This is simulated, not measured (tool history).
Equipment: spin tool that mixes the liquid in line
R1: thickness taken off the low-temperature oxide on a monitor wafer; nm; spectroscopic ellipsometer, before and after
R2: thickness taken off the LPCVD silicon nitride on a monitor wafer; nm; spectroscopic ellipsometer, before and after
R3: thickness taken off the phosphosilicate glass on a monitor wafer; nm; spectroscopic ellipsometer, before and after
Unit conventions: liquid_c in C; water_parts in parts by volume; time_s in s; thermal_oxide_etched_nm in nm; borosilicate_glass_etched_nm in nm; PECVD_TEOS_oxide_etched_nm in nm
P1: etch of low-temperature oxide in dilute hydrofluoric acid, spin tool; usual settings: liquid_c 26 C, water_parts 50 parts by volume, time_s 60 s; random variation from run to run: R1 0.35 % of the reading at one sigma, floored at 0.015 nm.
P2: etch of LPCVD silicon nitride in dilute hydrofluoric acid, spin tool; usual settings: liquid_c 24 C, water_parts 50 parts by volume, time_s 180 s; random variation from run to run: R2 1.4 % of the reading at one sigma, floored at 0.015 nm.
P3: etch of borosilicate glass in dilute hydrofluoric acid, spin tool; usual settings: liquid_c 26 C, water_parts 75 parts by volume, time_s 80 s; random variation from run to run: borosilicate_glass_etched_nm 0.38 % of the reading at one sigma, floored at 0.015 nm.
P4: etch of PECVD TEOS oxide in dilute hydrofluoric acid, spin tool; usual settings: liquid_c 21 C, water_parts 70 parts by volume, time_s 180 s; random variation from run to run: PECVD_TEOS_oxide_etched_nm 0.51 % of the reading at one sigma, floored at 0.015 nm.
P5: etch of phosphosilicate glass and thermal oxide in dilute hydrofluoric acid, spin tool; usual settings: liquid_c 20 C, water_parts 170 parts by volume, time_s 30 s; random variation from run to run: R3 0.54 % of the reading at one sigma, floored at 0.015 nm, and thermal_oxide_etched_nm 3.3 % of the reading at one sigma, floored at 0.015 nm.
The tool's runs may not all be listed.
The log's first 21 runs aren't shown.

{"run": 22, "hour": 263.1, "process": "P1", "liquid_c": 34, "water_parts": 50, "time_s": 60, "R1": 49.075}
{"run": 23, "hour": 277.5, "process": "P1", "liquid_c": 26, "water_parts": 70, "time_s": 15, "R1": 6.2027}
{"run": 24, "hour": 287.6, "process": "P3", "liquid_c": 26, "water_parts": 75, "time_s": 15, "borosilicate_glass_etched_nm": 6.7911}
{"run": 25, "hour": 298.3, "process": "P1", "liquid_c": 26, "water_parts": 70, "time_s": 60, "R1": 24.868}
{"run": 26, "hour": 306.1, "process": "P4", "liquid_c": 21, "water_parts": 130, "time_s": 180, "PECVD_TEOS_oxide_etched_nm": 10.025}
{"run": 27, "hour": 321.5, "process": "P4", "liquid_c": 21, "water_parts": 70, "time_s": 180, "PECVD_TEOS_oxide_etched_nm": 19.995}
{"run": 28, "hour": 333.8, "process": "P1", "liquid_c": 26, "water_parts": 50, "time_s": 60, "R1": 35.975}
{"run": 29, "hour": 342.0, "process": "P1", "liquid_c": 26, "water_parts": 50, "time_s": 60, "R1": 35.757}
{"run": 30, "hour": 350.3, "process": "P1", "liquid_c": 26, "water_parts": 50, "time_s": 60, "R1": 35.727}
{"run": 31, "hour": 361.6, "process": "P1", "liquid_c": 26, "water_parts": 50, "time_s": 60, "R1": 36.902}
{"run": 32, "hour": 369.8, "process": "P1", "liquid_c": 26, "water_parts": 50, "time_s": 60, "R1": 37.447}
{"run": 33, "hour": 377.4, "process": "P1", "liquid_c": 26, "water_parts": 50, "time_s": 60, "R1": 37.661}
{"run": 34, "hour": 388.0, "process": "P1", "liquid_c": 26, "water_parts": 50, "time_s": 60, "R1": 38.007}
{"run": 35, "hour": 403.6, "process": "P1", "liquid_c": 26, "water_parts": 50, "time_s": 60, "R1": 38.586}
{"run": 36, "hour": 418.6, "process": "P1", "liquid_c": 26, "water_parts": 50, "time_s": 60, "R1": 38.742}
{"run": 37, "hour": 433.7, "process": "P1", "liquid_c": 26, "water_parts": 50, "time_s": 60, "R1": 38.638}

For run 38, what comes out?
{"run": 38, "hour": 445.6, "process": "P1", "liquid_c": 26, "water_parts": 50, "time_s": 60, "R1": "?"}

R1: 38.824 nm
